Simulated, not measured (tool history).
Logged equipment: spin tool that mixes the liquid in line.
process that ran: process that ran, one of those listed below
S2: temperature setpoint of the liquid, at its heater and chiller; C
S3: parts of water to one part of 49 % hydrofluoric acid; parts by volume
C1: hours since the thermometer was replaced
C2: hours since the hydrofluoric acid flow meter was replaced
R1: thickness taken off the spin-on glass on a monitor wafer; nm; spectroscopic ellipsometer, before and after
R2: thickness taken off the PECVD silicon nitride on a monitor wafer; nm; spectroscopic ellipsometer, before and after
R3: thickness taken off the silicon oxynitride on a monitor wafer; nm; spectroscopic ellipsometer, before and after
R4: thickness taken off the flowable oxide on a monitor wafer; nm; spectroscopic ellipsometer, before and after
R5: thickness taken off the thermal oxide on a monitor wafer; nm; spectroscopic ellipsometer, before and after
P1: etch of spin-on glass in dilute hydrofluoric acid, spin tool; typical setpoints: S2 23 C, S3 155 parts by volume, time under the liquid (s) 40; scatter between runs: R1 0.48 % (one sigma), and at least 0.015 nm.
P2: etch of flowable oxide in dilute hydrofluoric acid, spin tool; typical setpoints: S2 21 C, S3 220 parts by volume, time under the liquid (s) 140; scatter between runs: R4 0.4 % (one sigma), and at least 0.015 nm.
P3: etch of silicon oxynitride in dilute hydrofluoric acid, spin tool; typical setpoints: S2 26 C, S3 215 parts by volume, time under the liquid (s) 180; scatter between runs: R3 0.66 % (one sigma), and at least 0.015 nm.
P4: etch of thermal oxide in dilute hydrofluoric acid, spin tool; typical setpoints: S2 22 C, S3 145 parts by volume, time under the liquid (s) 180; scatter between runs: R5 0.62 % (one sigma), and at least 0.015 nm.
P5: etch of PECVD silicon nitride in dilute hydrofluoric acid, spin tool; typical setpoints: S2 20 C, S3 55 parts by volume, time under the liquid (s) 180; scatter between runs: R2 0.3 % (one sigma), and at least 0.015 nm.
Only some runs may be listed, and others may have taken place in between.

Run 1, hour 5.6: process that ran P1, S2 23 C, S3 155 parts by volume, time under the liquid (s) 40; C1 276.7; C2 668. Result: R1 7.1216 nm.
Run 2, hour 12.5: process that ran P5, S2 20 C, S3 55 parts by volume, time under the liquid (s) 365; C1 283.6; C2 674.9. Result: R2 27.759 nm.
Run 3, hour 19.4: process that ran P1, S2 30.5 C, S3 155 parts by volume, time under the liquid (s) 40; C1 290.5; C2 681.8. Result: R1 9.3335 nm.
Run 4, hour 30.3: process that ran P1, S2 23 C, S3 155 parts by volume, time under the liquid (s) 40; C1 301.4; C2 692.7. Result: R1 7.0817 nm.
Run 5, hour 38.9: process that ran P3, S2 26 C, S3 120 parts by volume, time under the liquid (s) 180; C1 310; C2 701.3. Result: R3 6.2648 nm.
Run 6, hour 45.4: process that ran P5, S2 20 C, S3 55 parts by volume, time under the liquid (s) 180; C1 316.5; C2 707.8. Result: R2 13.723 nm.
Run 7, hour 51.1: process that ran P3, S2 26 C, S3 215 parts by volume, time under the liquid (s) 335; C1 322.2; C2 713.5. Result: R3 6.0584 nm.
Run 8, hour 56.9: process that ran P1, S2 17 C, S3 155 parts by volume, time under the liquid (s) 40; C1 328; C2 719.3. Result: R1 5.6037 nm.
Run 9, hour 66.7: process that ran P1, S2 23 C, S3 80 parts by volume, time under the liquid (s) 40; C1 337.8; C2 729.1. Result: R1 15.06 nm.
Run 10, hour 72.2: process that ran P3, S2 32.5 C, S3 215 parts by volume, time under the liquid (s) 180; C1 343.3; C2 734.6. Result: R3 4.2338 nm.
Run 11, hour 81.4: process that ran P1, S2 19.5 C, S3 45 parts by volume, time under the liquid (s) 40; C1 352.5; C2 743.8. Result: R1 24.288 nm.
Run 12, hour 88.9: process that ran P2, S2 17.5 C, S3 220 parts by volume, time under the liquid (s) 140; C1 360; C2 751.3. Result: R4 16.174 nm.
Run 13, hour 98.4: process that ran P2, S2 21 C, S3 345 parts by volume, time under the liquid (s) 140; C1 369.5; C2 760.8. Result: R4 10.538 nm.
Run 14, hour 106.9: process that ran P1, S2 23 C, S3 155 parts by volume, time under the liquid (s) 40; C1 378; C2 769.3. Result: R1 7.0633 nm.
Run 15, hour 115.3: process that ran P1, S2 23 C, S3 220 parts by volume, time under the liquid (s) 40; C1 386.4; C2 777.7. Result: R1 4.6669 nm.
Run 16, hour 120.9: process that ran P2, S2 21 C, S3 220 parts by volume, time under the liquid (s) 15; C1 392; C2 783.3. Result: R4 1.9663 nm.
Run 17, hour 126.9: process that ran P1, S2 17 C, S3 55 parts by volume, time under the liquid (s) 40; C1 398; C2 789.3. Result: R1 17.478 nm.
At hour 134.6: hydrofluoric acid flow meter replaced.
Run 18, hour 134.6: process that ran P4, S2 22 C, S3 145 parts by volume, time under the liquid (s) 180; C1 405.7; C2 0. Result: R5 5.244 nm.
Run 19, hour 142.2: process that ran P3, S2 26 C, S3 215 parts by volume, time under the liquid (s) 180; C1 413.3; C2 7.6. Result: R3 3.2266 nm.
Run 20, hour 149.8: process that ran P2, S2 21 C, S3 220 parts by volume, time under the liquid (s) 140; C1 420.9; C2 15.2. Result: R4 18.582 nm.
Run 21, hour 155.8: process that ran P4, S2 22 C, S3 145 parts by volume, time under the liquid (s) 180; C1 426.9; C2 21.2. Result: R5 5.1921 nm.
Run 22, hour 165.2: process that ran P1, S2 23 C, S3 155 parts by volume, time under the liquid (s) 75; C1 436.3; C2 30.6. Result: R1 13.159 nm.
Run 23, hour 172.8: process that ran P1, S2 23 C, S3 155 parts by volume, time under the liquid (s) 20; C1 443.9; C2 38.2. Result: R1 3.5383 nm.
Run 24, hour 179.1: process that ran P4, S2 22 C, S3 145 parts by volume, time under the liquid (s) 290; C1 450.2; C2 44.5. Result: R5 8.2627 nm.
Run 25, hour 188.1: process that ran P1, S2 23 C, S3 275 parts by volume, time under the liquid (s) 60; C1 459.2; C2 53.5. Result: R1 5.2927 nm.
Run 26, hour 198.1: process that ran P5, S2 20 C, S3 105 parts by volume, time under the liquid (s) 180; C1 469.2; C2 63.5. Result: R2 7.2875 nm.
Run 27, hour 207.1: process that ran P1, S2 23 C, S3 155 parts by volume, time under the liquid (s) 40; C1 478.2; C2 72.5. Result: R1 7.1702 nm.
Run 28, hour 214.9: process that ran P1, S2 23 C, S3 155 parts by volume, time under the liquid (s) 40; C1 486; C2 80.3. Result: R1 7.1343 nm.
Run 29, hour 223.4: process that ran P4, S2 22 C, S3 85 parts by volume, time under the liquid (s) 180; C1 494.5; C2 88.8. Result: R5 9.4685 nm.
Run 30, hour 234.5: process that ran P2, S2 21 C, S3 220 parts by volume, time under the liquid (s) 140; C1 505.6; C2 99.9. Result: R4 18.464 nm.
Run 31, hour 244.7: process that ran P5, S2 28 C, S3 55 parts by volume, time under the liquid (s) 180; C1 515.8; C2 110.1. Result: R2 23.533 nm.
Run 32, hour 250.8: process that ran P4, S2 17 C, S3 145 parts by volume, time under the liquid (s) 180; C1 521.9; C2 116.2. Result: R5 4.2309 nm.
Run 33, hour 260.1: process that ran P1, S2 23 C, S3 155 parts by volume, time under the liquid (s) 40; C1 531.2; C2 125.5. Result: R1 7.1494 nm.
Run 34, hour 267.2: process that ran P1, S2 23 C, S3 155 parts by volume, time under the liquid (s) 40; C1 538.3; C2 132.6. Result: R1 6.9475 nm.
Run 35, hour 276.1: process that ran P1, S2 23 C, S3 155 parts by volume, time under the liquid (s) 40; C1 547.2; C2 141.5. Result: R1 6.7766 nm.
Run 36, hour 281.4: process that ran P1, S2 23 C, S3 155 parts by volume, time under the liquid (s) 40; C1 552.5; C2 146.8. Result: R1 6.6476 nm.
Run 37, hour 286.5: process that ran P1, S2 23 C, S3 155 parts by volume, time under the liquid (s) 40; C1 557.6; C2 151.9. Result: R1 6.6956 nm.
Run 38, hour 293.8: process that ran P1, S2 23 C, S3 155 parts by volume, time under the liquid (s) 40; C1 564.9; C2 159.2. Result: R1 6.563 nm.
Run 39, hour 299.1: process that ran P1, S2 23 C, S3 155 parts by volume, time under the liquid (s) 40; C1 570.2; C2 164.5. Result: R1 6.5214 nm.
Run 40, hour 308: process that ran P1, S2 23 C, S3 155 parts by volume, time under the liquid (s) 40; C1 579.1; C2 173.4. Result: R1 6.6151 nm.
Run 41, hour 319: process that ran P1, S2 23 C, S3 155 parts by volume, time under the liquid (s) 40; C1 590.1; C2 184.4. Result: R1 6.5633 nm.
Run 42, hour 327.9: process that ran P1, S2 23 C, S3 155 parts by volume, time under the liquid (s) 40; C1 599; C2 193.3. Result: R1 6.526 nm.

The log shows P1 creeping away from where it was. Any of the 2 causes listed here, at the size stated for it, fits the log just as well as the others:
A: hydrofluoric acid flow below the setpoint (%) = 6.6
B: liquid colder than its thermometer reads (K) = 2.07
At approximately hour 260.1, the process output began to creep.

The check runs listed below each take one wafer, and their results are still question marks. Under which run would the listed causes lead to clearly different results?
Run check 1, hour 336.8: process that ran P3, S2 31.5 C, S3 125 parts by volume, time under the liquid (s) 180. Result: R3 ?.
Run check 2, hour 336.8: process that ran P2, S2 21 C, S3 340 parts by volume, time under the liquid (s) 15. Result: R4 ?.
Run check 3, hour 336.8: process that ran P5, S2 24.5 C, S3 55 parts by volume, time under the liquid (s) 180. Result: R2 ?.
Run check 4, hour 336.8: process that ran P4, S2 18 C, S3 145 parts by volume, time under the liquid (s) 240. Result: R5 ?.

Expected result of each check under each candidate cause:
  check  result    if A    if B
check 1      R3  7.0541  6.9601
check 2      R4  1.0458  1.0618
check 3      R2  17.423  16.201
check 4      R5  5.4368  5.4008
Minimum pairwise separation of causes per check, each pair taken at its best-separating result: check 1 1.34 %; check 2 1.53 %; check 3 7.27 %; check 4 0.66 %
The causes can be told apart only by check 3. The other checks would give nearly the same results under each of them.

Then check 3 was run and gave: R2 17.418 nm. Which cause is it?

It was cause A: hydrofluoric acid flow below the setpoint (%).

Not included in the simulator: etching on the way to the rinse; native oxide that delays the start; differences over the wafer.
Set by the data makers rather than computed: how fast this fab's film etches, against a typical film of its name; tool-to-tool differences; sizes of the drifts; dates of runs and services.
